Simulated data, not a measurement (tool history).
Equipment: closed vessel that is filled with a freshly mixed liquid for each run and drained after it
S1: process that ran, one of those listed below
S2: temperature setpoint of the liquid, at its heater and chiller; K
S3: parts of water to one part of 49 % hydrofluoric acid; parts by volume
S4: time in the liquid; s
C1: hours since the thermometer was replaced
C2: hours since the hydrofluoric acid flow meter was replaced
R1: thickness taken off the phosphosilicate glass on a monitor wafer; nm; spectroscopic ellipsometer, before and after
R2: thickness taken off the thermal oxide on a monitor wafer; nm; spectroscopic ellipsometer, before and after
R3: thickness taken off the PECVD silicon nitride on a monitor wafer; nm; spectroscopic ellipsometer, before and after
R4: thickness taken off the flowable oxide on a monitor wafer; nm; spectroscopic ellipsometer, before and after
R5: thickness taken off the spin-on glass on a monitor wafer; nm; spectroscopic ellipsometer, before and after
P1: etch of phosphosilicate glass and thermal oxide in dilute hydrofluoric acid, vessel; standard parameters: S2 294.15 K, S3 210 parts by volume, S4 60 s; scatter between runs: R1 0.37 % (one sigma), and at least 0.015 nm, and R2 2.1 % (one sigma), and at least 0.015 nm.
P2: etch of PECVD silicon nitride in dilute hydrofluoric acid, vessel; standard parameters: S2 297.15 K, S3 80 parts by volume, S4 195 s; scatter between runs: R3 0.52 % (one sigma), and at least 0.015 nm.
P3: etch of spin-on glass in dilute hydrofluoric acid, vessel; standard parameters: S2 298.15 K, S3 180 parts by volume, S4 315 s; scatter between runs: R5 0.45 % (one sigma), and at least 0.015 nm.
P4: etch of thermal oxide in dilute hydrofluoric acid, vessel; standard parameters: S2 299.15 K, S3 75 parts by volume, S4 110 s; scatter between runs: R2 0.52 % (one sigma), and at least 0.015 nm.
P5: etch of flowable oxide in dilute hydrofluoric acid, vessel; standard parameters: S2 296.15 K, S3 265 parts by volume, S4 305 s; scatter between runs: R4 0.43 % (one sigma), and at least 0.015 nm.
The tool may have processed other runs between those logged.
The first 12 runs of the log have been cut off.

run   hour  S1      S2   S3   S4      C1     C2      R1        R2       R3      R4      R5
 13  167.7  P2  297.15   45  195   930.1  365.4                    9.42560
 14  184.0  P1  294.15  210   30   946.4  381.7  22.752   0.53698
 15  194.2  P4  305.65   75  110   956.6  391.9          10.26900
 16  205.4  P3  298.15  180  570   967.8  403.1                                     80.978
 17  218.5  P1  294.15  210   60   980.9  416.2  45.132   1.09580
 18  229.1  P5  304.15  265  305   991.5  426.8                             64.536
 19  238.0  P2  297.15   80  195  1000.4  435.7                    5.44810
 20  249.8  P1  298.15  290   60  1012.2  447.5  34.893   0.80774
 21  264.0  P5  296.15  265  125  1026.4  461.7                             19.942
 22  275.4  P1  294.15  210   60  1037.8  473.1  45.332   1.04800
 23  290.2  P4  299.15   75  110  1052.6  487.9           8.11910
 24  303.3  P3  298.15  290  315  1065.7  501.0                                     24.728
 25  315.5  P5  296.15  470  305  1077.9  513.2                             22.682
 26  330.1  P4  299.15   75  195  1092.5  527.8          14.15900
 27  343.8  P1  294.15  320   60  1106.2  541.5  26.835   0.67403
 28  359.7  P4  299.15  140  110  1122.1  557.4           3.95000
 29  375.9  P2  297.15   80   30  1138.3  573.6                    0.83032
 30  385.4  P1  294.15  210   60  1147.8  583.1  45.350   1.07410
 31  393.3  P3  298.15  180  315  1155.7  591.0                                     44.797

Expected results for the next run?
 32  400.8  P1  294.15  210  60  1163.2  598.5   ?   ?

R1: 45.439 nm
R2: 1.08310 nm
